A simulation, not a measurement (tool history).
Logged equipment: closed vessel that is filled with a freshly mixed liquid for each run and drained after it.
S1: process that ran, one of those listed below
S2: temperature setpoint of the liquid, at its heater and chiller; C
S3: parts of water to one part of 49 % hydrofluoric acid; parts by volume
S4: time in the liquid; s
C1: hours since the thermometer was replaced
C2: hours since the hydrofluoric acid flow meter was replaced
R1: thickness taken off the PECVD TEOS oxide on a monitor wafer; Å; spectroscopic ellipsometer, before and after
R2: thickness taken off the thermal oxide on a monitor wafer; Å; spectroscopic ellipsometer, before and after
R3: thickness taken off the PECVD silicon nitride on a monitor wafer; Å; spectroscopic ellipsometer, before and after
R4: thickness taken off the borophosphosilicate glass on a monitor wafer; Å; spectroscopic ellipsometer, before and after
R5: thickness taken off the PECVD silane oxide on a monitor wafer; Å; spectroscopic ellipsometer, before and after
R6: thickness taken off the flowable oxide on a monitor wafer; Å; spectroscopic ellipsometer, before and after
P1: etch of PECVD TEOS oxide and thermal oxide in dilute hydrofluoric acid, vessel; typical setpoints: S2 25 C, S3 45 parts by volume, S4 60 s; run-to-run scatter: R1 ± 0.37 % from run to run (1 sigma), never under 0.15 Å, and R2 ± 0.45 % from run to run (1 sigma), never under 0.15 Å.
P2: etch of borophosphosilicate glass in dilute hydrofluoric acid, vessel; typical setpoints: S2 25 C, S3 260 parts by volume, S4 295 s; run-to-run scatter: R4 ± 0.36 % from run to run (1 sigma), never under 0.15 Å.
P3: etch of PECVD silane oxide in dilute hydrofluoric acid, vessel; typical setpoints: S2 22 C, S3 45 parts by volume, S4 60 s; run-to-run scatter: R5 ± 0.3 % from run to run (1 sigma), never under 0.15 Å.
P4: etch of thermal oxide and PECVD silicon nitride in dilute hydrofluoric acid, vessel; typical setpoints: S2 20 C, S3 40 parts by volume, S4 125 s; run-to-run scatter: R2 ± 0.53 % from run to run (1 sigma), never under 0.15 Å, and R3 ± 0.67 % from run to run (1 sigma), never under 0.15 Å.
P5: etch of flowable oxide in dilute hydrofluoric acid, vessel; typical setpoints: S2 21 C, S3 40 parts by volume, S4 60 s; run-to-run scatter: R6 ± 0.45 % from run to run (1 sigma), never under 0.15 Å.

run	hour	S1	S2	S3	S4	C1	C2	R1	R2	R3	R4	R5	R6
1	8	P1	25	45	60	480.6	1663.8	129.57	71.865				
2	19.5	P4	20	40	125	492.1	1675.3		132.97	40.407			
3	30.4	P2	25	260	295	503	1686.2				537.45		
4	40.9	P1	25	25	30	513.5	1696.7	119.8	66.712				
5	50.5	P1	25	45	60	523.1	1706.3	131.05	71.74				
6	59.1	P3	22	45	100	531.7	1714.9					1075.4	
# hour 65.9: hydrofluoric acid flow meter replaced
7	69.3	P1	25	20	60	541.9	3.5	300.55	167.97				
8	77.9	P5	21	40	60	550.5	12.1						475.72
9	85.7	P3	22	45	60	558.3	19.9					650.02	
10	92.2	P4	20	60	125	564.8	26.4		87.471	27.046			
11	102	P4	20	40	125	574.6	36.2		133.72	40.414			
12	108.1	P1	30.5	45	60	580.7	42.3	161.63	88.931				
13	115.5	P2	25	260	435	588.1	49.7				800.79		
14	127	P1	25	45	30	599.6	61.2	65.123	36.153				
15	138.5	P4	17	40	125	611.1	72.7		118.26	32.821			
16	149.3	P3	22	45	60	621.9	83.5					645.68	
17	158.2	P1	25	70	60	630.8	92.4	81.194	44.877				
18	168.1	P4	20	40	30	640.7	102.3		32.372	10.135			
19	178.4	P5	21	40	115	651	112.6						908.13
20	188.2	P1	18	45	60	660.8	122.4	96.607	53.361				
21	196.9	P2	25	45	295	669.5	131.1				4049.6		
22	205.6	P1	25	45	60	678.2	139.8	129.82	71.276				
23	215.8	P3	30.5	45	60	688.4	150					911.85	
24	226.7	P1	25	45	60	699.3	160.9	130.29	72.248				
25	235.8	P1	25	45	95	708.4	170	204.84	114.11				
26	246.3	P3	22	20	60	718.9	180.5					1502.5	

Run 27 is up next; what results do you expect?
27	258.2	P5	21	75	60	730.8	192.4						?

{"run 27": {"R6": 244.82}}
